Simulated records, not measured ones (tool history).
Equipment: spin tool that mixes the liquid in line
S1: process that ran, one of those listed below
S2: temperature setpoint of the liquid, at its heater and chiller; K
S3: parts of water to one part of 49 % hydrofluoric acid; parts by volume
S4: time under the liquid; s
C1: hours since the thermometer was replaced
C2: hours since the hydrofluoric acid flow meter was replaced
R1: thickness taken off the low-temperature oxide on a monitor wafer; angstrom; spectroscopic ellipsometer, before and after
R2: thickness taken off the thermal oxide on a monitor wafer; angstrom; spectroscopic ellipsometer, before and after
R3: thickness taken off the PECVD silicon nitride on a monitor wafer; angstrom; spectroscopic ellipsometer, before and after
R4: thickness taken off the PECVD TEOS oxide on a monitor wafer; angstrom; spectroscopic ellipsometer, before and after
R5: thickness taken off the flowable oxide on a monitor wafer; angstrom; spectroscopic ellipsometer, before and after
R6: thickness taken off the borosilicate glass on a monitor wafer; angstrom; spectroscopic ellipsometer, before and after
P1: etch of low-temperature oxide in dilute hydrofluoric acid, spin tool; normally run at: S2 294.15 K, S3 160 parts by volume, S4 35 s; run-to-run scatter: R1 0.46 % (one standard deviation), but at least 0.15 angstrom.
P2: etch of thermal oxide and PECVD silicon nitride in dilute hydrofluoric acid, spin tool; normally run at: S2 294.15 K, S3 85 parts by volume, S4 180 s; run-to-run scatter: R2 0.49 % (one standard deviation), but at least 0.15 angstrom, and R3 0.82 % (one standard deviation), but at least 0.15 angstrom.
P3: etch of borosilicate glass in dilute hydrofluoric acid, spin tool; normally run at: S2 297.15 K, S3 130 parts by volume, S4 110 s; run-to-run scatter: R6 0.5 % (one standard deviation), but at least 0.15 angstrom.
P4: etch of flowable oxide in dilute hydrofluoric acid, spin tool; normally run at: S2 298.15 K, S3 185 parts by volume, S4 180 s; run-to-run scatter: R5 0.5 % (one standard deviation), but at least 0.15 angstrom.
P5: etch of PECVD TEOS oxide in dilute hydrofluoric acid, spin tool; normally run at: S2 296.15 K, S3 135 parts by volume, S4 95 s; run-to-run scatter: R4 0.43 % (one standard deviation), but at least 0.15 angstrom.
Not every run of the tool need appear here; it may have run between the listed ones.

run,hour,S1,S2,S3,S4,C1,C2,R1,R2,R3,R4,R5,R6
1,4.1,P1,294.15,160,35,242.0,452.3,63.952,,,,,
2,10.5,P1,294.15,160,15,248.4,458.7,27.380,,,,,
3,17.7,P2,301.15,85,180,255.6,465.9,,120.650,47.229,,,
4,24.0,P1,290.15,270,35,261.9,472.2,29.384,,,,,
5,28.6,P1,294.15,70,50,266.5,476.8,232.240,,,,,
6,36.2,P1,294.15,160,35,274.1,484.4,63.651,,,,,
7,43.9,P1,298.65,160,35,281.8,492.1,75.958,,,,,
8,49.1,P1,294.15,240,35,287.0,497.3,39.547,,,,,
9,55.9,P5,304.15,135,95,293.8,504.1,,,,237.03,,
10,63.5,P4,304.65,185,180,301.4,511.7,,,,,423.75,
11,70.4,P1,290.15,160,35,308.3,518.6,54.485,,,,,
12,75.9,P5,296.15,135,185,313.8,524.1,,,,342.15,,
13,82.4,P5,296.15,40,95,320.3,530.6,,,,667.40,,
14,90.0,P1,294.15,160,70,327.9,538.2,127.950,,,,,
15,97.7,P2,294.15,150,180,335.6,545.9,,48.297,16.825,,,
16,103.0,P3,297.15,130,110,340.9,551.2,,,,,,319.270
17,107.8,P3,297.15,220,110,345.7,556.0,,,,,,170.460
18,115.3,P2,294.15,85,80,353.2,563.5,,40.112,13.343,,,
19,123.4,P5,296.15,135,95,361.3,571.6,,,,175.49,,
20,130.1,P3,303.15,130,110,368.0,578.3,,,,,,396.380
21,133.8,P4,298.15,185,330,371.7,582.0,,,,,621.64,
22,142.3,P1,294.15,160,35,380.2,590.5,63.748,,,,,
23,149.1,P3,297.15,130,15,387.0,597.3,,,,,,43.509
24,153.7,P3,297.15,130,110,391.6,601.9,,,,,,317.770
25,158.0,P1,294.15,85,35,395.9,606.2,131.500,,,,,
26,162.1,P4,298.15,185,180,400.0,610.3,,,,,338.05,
27,167.0,P4,298.15,100,180,404.9,615.2,,,,,689.68,
28,175.1,P1,294.15,160,35,413.0,623.3,63.460,,,,,
29,182.9,P1,294.15,160,35,420.8,631.1,63.883,,,,,
30,190.1,P2,294.15,85,180,428.0,638.3,,90.202,29.417,,,
31,197.6,P1,294.15,160,35,435.5,645.8,63.848,,,,,
32,205.4,P1,294.15,160,35,443.3,653.6,66.268,,,,,
33,211.0,P1,294.15,160,35,448.9,659.2,67.031,,,,,
34,215.1,P1,294.15,160,35,453.0,663.3,67.891,,,,,
35,222.8,P1,294.15,160,35,460.7,671.0,68.295,,,,,
36,228.6,P1,294.15,160,35,466.5,676.8,69.564,,,,,
37,233.6,P1,294.15,160,35,471.5,681.8,69.580,,,,,
38,240.6,P1,294.15,160,35,478.5,688.8,69.150,,,,,
39,248.6,P1,294.15,160,35,486.5,696.8,69.857,,,,,
40,254.9,P1,294.15,160,35,492.8,703.1,69.942,,,,,
41,263.3,P1,294.15,160,35,501.2,711.5,69.133,,,,,
42,271.1,P1,294.15,160,35,509.0,719.3,69.620,,,,,

Something has made what P1 gives creep away from where it was; the 2 causes below, each at its own stated size, fit the log equally well:
A: hydrofluoric acid flow above the setpoint (%) = 7.97
B: liquid hotter than its thermometer reads (K) = 2.31
Creep in the process output first set in at about hour 197.6.

Which of the check runs below tells the causes apart, meaning the causes would give it clearly different results? Each run uses 3 wafers whose results are averaged, and each result is shown as a question mark.
check 1,278.9,P5,302.15,135,170,,,,,,?,,
check 2,278.9,P3,297.15,180,60,,,,,,,,?
check 3,278.9,P2,294.15,145,95,,,,?,?,,,
check 4,278.9,P4,302.65,115,180,,,,,,,?,

If the cause were each of the candidates in turn, the checks would give the following:
check,result,if A,if B
check 1,R4,432.50,429.94
check 2,R6,129.400,128.630
check 3,R2,28.580,28.639
check 3,R3,9.962,10.757
check 4,R5,764.50,761.91
Per-check spread between the two closest causes, in the result where they differ most: check 1 0.59 %; check 2 0.6 %; check 3 7.68 %; check 4 0.34 %
Check 3 is the one run that separates the causes; every other check would come out nearly the same whichever cause is at work.

Here is what check 3 returned: R2 28.627 angstrom; R3 10.732 angstrom. Which cause is it?

It was cause B: liquid hotter than its thermometer reads (K).

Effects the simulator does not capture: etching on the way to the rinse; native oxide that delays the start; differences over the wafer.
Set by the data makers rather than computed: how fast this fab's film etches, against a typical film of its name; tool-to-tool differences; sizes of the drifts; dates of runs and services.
